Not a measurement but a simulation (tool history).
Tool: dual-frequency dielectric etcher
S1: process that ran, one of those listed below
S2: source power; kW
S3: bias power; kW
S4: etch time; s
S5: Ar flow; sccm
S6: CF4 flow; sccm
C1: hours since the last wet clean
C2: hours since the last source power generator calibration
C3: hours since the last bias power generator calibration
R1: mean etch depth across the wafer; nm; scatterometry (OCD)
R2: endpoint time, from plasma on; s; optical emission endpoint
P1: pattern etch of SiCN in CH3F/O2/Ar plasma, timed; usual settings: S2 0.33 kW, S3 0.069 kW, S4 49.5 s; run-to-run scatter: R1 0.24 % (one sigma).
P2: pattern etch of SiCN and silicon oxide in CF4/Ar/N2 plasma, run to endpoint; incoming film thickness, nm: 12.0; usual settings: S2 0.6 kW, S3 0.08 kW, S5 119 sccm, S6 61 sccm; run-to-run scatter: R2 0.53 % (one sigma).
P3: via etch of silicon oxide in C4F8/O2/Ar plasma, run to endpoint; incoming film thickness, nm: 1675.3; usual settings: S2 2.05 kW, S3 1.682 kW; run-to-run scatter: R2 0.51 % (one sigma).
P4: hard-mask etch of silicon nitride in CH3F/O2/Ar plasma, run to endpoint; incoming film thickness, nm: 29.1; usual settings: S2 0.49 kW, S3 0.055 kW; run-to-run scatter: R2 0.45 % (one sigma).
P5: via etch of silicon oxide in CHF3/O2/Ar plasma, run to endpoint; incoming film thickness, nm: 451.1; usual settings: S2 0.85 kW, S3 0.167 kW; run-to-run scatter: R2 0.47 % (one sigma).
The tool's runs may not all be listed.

| run | hour | S1 | S2 | S3 | S4 | S5 | S6 | C1 | C2 | C3 | R1 | R2 |
|---|---|---|---|---|---|---|---|---|---|---|---|---|
| 1 | 5.6 | P1 | 0.33 | 0.069 | 49.5 |  |  | 262.2 | 2029.2 | 1293.4 | 17.325 |  |
| 2 | 10.3 | P1 | 0.33 | 0.069 | 49.5 |  |  | 266.9 | 2033.9 | 1298.1 | 17.345 |  |
| 3 | 15.1 | P1 | 0.33 | 0.069 | 49.5 |  |  | 271.7 | 2038.7 | 1302.9 | 17.324 |  |
| 4 | 20 | P4 | 0.49 | 0.055 |  |  |  | 276.6 | 2043.6 | 1307.8 |  | 43.203 |
| 5 | 25.8 | P1 | 0.33 | 0.084 | 71.5 |  |  | 282.4 | 2049.4 | 1313.6 | 26.949 |  |
| 6 | 32.4 | P2 | 0.6 | 0.08 |  | 119 | 61 | 289 | 2056 | 1320.2 |  | 11.145 |
| 7 | 36.1 | P5 | 0.85 | 0.167 |  |  |  | 292.7 | 2059.7 | 1323.9 |  | 208.16 |
| 8 | 40.2 | P3 | 1.44 | 1.682 |  |  |  | 296.8 | 2063.8 | 1328 |  | 390.04 |
| 9 | 47.5 | P5 | 0.85 | 0.202 |  |  |  | 304.1 | 2071.1 | 1335.3 |  | 195.4 |
| 10 | 54.2 | P1 | 0.33 | 0.069 | 49.5 |  |  | 310.8 | 2077.8 | 1342 | 17.374 |  |
| 11 | 58.2 | P3 | 2.05 | 2.316 |  |  |  | 314.8 | 2081.8 | 1346 |  | 306.89 |
| 12 | 61.4 | P1 | 0.33 | 0.089 | 49.5 |  |  | 318 | 2085 | 1349.2 | 19.123 |  |
| 13 | 67.8 | P1 | 0.33 | 0.069 | 49.5 |  |  | 324.4 | 2091.4 | 1355.6 | 17.37 |  |
| 14 | 73.1 | P2 | 0.6 | 0.08 |  | 119 | 73 | 329.7 | 2096.7 | 1360.9 |  | 10.921 |
| 15 | 76.3 | P1 | 0.4 | 0.069 | 70.5 |  |  | 332.9 | 2099.9 | 1364.1 | 26.528 |  |
| 16 | 79.9 | P3 | 2.05 | 1.682 |  |  |  | 336.5 | 2103.5 | 1367.7 |  | 340.19 |
| 17 | 85.5 | P2 | 0.6 | 0.08 |  | 119 | 61 | 342.1 | 2109.1 | 1373.3 |  | 11.097 |
| 18 | 89.2 | P4 | 0.49 | 0.055 |  |  |  | 345.8 | 2112.8 | 1377 |  | 42.936 |
| 19 | 95.7 | P1 | 0.33 | 0.093 | 62 |  |  | 352.3 | 2119.3 | 1383.5 | 24.173 |  |
| 20 | 102.8 | P3 | 2.05 | 1.682 |  |  |  | 359.4 | 2126.4 | 1390.6 |  | 335.84 |
| 21 | 109.2 | P1 | 0.33 | 0.042 | 49.5 |  |  | 365.8 | 2132.8 | 1397 | 14.692 |  |
| 22 | 116.3 | P1 | 0.33 | 0.069 | 36.5 |  |  | 372.9 | 2139.9 | 1404.1 | 12.816 |  |
| 23 | 122.3 | P2 | 0.8 | 0.08 |  | 119 | 61 | 378.9 | 2145.9 | 1410.1 |  | 8.5766 |
| 24 | 129.3 | P4 | 0.34 | 0.055 |  |  |  | 385.9 | 2152.9 | 1417.1 |  | 49.576 |
| 25 | 135.6 | P1 | 0.33 | 0.069 | 64.5 |  |  | 392.2 | 2159.2 | 1423.4 | 22.648 |  |
|  | 139.9 | bias power generator calibrated |
| 26 | 140.2 | P4 | 0.49 | 0.078 |  |  |  | 396.8 | 2163.8 | 0.3 |  | 38.231 |
| 27 | 147.4 | P2 | 0.6 | 0.105 |  | 119 | 61 | 404 | 2171 | 7.5 |  | 10.023 |
| 28 | 154.1 | P1 | 0.23 | 0.069 | 49.5 |  |  | 410.7 | 2177.7 | 14.2 | 15.112 |  |
| 29 | 158.8 | P2 | 0.6 | 0.08 |  | 144 | 61 | 415.4 | 2182.4 | 18.9 |  | 11.492 |
| 30 | 163.5 | P1 | 0.43 | 0.069 | 49.5 |  |  | 420.1 | 2187.1 | 23.6 | 19.175 |  |
| 31 | 168.3 | P5 | 0.85 | 0.167 |  |  |  | 424.9 | 2191.9 | 28.4 |  | 209.15 |
| 32 | 174.9 | P5 | 1.06 | 0.167 |  |  |  | 431.5 | 2198.5 | 35 |  | 191.13 |
| 33 | 179.9 | P1 | 0.33 | 0.069 | 49.5 |  |  | 436.5 | 2203.5 | 40 | 17.335 |  |

Run 34 comes next. What will it give?
| 34 | 183.4 | P1 | 0.33 | 0.069 | 49.5 |  |  | 440 | 2207 | 43.5 | ? |  |

R1: 17.304 nm
